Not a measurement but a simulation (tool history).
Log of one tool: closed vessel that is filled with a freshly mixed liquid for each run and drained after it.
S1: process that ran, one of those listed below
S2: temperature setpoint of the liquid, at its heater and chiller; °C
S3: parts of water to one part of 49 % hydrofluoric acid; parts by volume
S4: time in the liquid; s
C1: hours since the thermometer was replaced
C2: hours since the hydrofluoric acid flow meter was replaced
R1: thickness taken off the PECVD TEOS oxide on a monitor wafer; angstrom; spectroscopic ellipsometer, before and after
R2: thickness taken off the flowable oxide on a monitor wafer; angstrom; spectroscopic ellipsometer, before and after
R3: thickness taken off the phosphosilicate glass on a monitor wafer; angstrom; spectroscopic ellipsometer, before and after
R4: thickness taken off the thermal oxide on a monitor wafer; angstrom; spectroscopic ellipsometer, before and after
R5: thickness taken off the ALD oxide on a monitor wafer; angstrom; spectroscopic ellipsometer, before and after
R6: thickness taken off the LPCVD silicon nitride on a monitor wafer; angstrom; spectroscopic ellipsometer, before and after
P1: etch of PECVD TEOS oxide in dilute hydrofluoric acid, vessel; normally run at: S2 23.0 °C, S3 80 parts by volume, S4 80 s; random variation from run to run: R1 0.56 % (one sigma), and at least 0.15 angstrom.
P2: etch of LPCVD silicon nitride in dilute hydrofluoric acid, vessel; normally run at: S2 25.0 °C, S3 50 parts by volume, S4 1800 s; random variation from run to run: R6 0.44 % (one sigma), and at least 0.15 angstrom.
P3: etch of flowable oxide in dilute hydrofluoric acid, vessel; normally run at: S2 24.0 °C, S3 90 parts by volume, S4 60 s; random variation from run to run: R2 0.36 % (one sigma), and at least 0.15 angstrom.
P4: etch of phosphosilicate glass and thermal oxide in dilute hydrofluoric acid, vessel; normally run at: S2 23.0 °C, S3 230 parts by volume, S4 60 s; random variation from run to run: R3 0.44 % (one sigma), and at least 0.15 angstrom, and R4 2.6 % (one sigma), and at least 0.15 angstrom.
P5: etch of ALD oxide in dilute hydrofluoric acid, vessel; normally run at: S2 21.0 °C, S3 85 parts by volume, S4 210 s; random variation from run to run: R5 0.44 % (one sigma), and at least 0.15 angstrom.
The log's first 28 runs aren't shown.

run	day	S1	S2	S3	S4	C1	C2	R1	R2	R3	R4	R5	R6
29	16.158	P2	25.0	50	1800	2701.6	340.9						200.79
30	16.621	P1	23.0	80	80	2712.7	352.0	269.91					
31	17.096	P2	25.0	50	3445	2724.1	363.4						382.30
32	17.638	P1	23.0	80	80	2737.1	376.4	273.19					
33	18.283	P1	23.0	80	80	2752.6	391.9	283.16					
34	18.625	P1	23.0	80	80	2760.8	400.1	284.48					
35	19.325	P1	23.0	80	80	2777.6	416.9	288.81					
36	19.683	P1	23.0	80	80	2786.2	425.5	291.23					
37	20.054	P1	23.0	80	80	2795.1	434.4	288.96					

Forecast run 38:
38	20.758	P1	23.0	80	80	2812.0	451.3	?					

Run 38 gave R1 287.38 angstrom.
